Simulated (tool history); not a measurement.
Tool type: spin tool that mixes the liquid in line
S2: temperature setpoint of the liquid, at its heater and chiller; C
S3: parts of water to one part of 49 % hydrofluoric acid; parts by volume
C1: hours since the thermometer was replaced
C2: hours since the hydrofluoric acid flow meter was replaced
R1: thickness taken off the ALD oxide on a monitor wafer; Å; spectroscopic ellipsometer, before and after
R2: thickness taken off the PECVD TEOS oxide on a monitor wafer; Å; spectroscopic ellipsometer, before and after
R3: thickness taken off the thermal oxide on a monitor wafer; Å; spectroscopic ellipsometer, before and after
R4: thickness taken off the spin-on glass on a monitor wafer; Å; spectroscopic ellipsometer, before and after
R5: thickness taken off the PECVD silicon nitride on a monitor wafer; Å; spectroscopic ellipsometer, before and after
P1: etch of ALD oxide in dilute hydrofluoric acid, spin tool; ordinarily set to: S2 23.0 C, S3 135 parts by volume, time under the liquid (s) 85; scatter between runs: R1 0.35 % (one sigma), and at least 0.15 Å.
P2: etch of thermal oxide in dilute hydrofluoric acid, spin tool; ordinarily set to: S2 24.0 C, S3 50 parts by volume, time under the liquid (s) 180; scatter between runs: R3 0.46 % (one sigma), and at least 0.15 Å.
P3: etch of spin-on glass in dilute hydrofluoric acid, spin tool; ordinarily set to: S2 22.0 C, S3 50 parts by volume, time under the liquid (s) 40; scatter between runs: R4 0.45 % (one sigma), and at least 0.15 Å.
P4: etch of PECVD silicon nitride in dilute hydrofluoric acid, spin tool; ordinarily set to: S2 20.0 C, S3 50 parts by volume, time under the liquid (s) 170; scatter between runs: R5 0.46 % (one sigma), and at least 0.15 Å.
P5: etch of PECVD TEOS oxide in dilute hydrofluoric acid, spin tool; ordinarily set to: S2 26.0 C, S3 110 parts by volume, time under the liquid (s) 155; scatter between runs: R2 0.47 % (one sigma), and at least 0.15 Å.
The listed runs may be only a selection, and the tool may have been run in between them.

run 1 hour=4.1 | process_that_ran=P1 S2=23.0 S3=135 time_under_the_liquid_(s)=85 | C1=598.7 C2=1298.5 | R1=74.088
run 2 hour=7.7 | process_that_ran=P1 S2=30.5 S3=135 time_under_the_liquid_(s)=85 | C1=602.3 C2=1302.1 | R1=97.503
run 3 hour=12.2 | process_that_ran=P1 S2=17.0 S3=135 time_under_the_liquid_(s)=85 | C1=606.8 C2=1306.6 | R1=57.926
run 4 hour=15.4 | process_that_ran=P5 S2=26.0 S3=20 time_under_the_liquid_(s)=155 | C1=610.0 C2=1309.8 | R2=856.13
run 5 hour=20.6 | process_that_ran=P2 S2=20.0 S3=50 time_under_the_liquid_(s)=180 | C1=615.2 C2=1315.0 | R3=148.33
run 6 hour=23.2 | process_that_ran=P2 S2=24.0 S3=50 time_under_the_liquid_(s)=180 | C1=617.8 C2=1317.6 | R3=175.05
run 7 hour=25.8 | process_that_ran=P2 S2=24.0 S3=50 time_under_the_liquid_(s)=350 | C1=620.4 C2=1320.2 | R3=343.75
run 8 hour=30.1 | process_that_ran=P1 S2=23.0 S3=225 time_under_the_liquid_(s)=85 | C1=624.7 C2=1324.5 | R1=40.318
run 9 hour=32.6 | process_that_ran=P3 S2=22.0 S3=50 time_under_the_liquid_(s)=15 | C1=627.2 C2=1327.0 | R4=102.36
run 10 hour=36.2 | process_that_ran=P4 S2=17.0 S3=50 time_under_the_liquid_(s)=170 | C1=630.8 C2=1330.6 | R5=92.175
run 11 hour=40.4 | process_that_ran=P1 S2=27.5 S3=220 time_under_the_liquid_(s)=85 | C1=635.0 C2=1334.8 | R1=48.529
run 12 hour=44.0 | process_that_ran=P3 S2=22.0 S3=50 time_under_the_liquid_(s)=40 | C1=638.6 C2=1338.4 | R4=271.58
run 13 hour=47.3 | process_that_ran=P4 S2=20.0 S3=50 time_under_the_liquid_(s)=170 | C1=641.9 C2=1341.7 | R5=113.660
run 14 hour=50.4 | process_that_ran=P5 S2=26.0 S3=110 time_under_the_liquid_(s)=155 | C1=645.0 C2=1344.8 | R2=136.89
run 15 hour=54.8 | process_that_ran=P1 S2=23.0 S3=135 time_under_the_liquid_(s)=135 | C1=649.4 C2=1349.2 | R1=117.360
run 16 hour=57.8 | process_that_ran=P1 S2=23.0 S3=135 time_under_the_liquid_(s)=85 | C1=652.4 C2=1352.2 | R1=73.374
run 17 hour=61.7 | process_that_ran=P1 S2=23.0 S3=135 time_under_the_liquid_(s)=85 | C1=656.3 C2=1356.1 | R1=73.527
run 18 hour=64.2 | process_that_ran=P3 S2=22.0 S3=20 time_under_the_liquid_(s)=40 | C1=658.8 C2=1358.6 | R4=708.85
run 19 hour=67.4 | process_that_ran=P3 S2=29.0 S3=50 time_under_the_liquid_(s)=40 | C1=662.0 C2=1361.8 | R4=363.20
run 20 hour=70.6 | process_that_ran=P4 S2=20.0 S3=30 time_under_the_liquid_(s)=170 | C1=665.2 C2=1365.0 | R5=186.770
run 21 hour=75.4 | process_that_ran=P5 S2=30.5 S3=110 time_under_the_liquid_(s)=155 | C1=670.0 C2=1369.8 | R2=162.63
run 22 hour=80.0 | process_that_ran=P4 S2=20.0 S3=50 time_under_the_liquid_(s)=20 | C1=674.6 C2=1374.4 | R5=13.099
run 23 hour=83.7 | process_that_ran=P5 S2=26.0 S3=110 time_under_the_liquid_(s)=270 | C1=678.3 C2=1378.1 | R2=238.30
run 24 hour=88.4 | process_that_ran=P1 S2=26.5 S3=80 time_under_the_liquid_(s)=85 | C1=683.0 C2=1382.8 | R1=152.630
run 25 hour=93.3 | process_that_ran=P1 S2=23.0 S3=135 time_under_the_liquid_(s)=85 | C1=687.9 C2=1387.7 | R1=73.978

What does the tool deliver on the next run?
run 26 hour=96.5 | process_that_ran=P1 S2=23.0 S3=20 time_under_the_liquid_(s)=85 | C1=691.1 C2=1390.9 | R1=?

R1: 573.520 Å

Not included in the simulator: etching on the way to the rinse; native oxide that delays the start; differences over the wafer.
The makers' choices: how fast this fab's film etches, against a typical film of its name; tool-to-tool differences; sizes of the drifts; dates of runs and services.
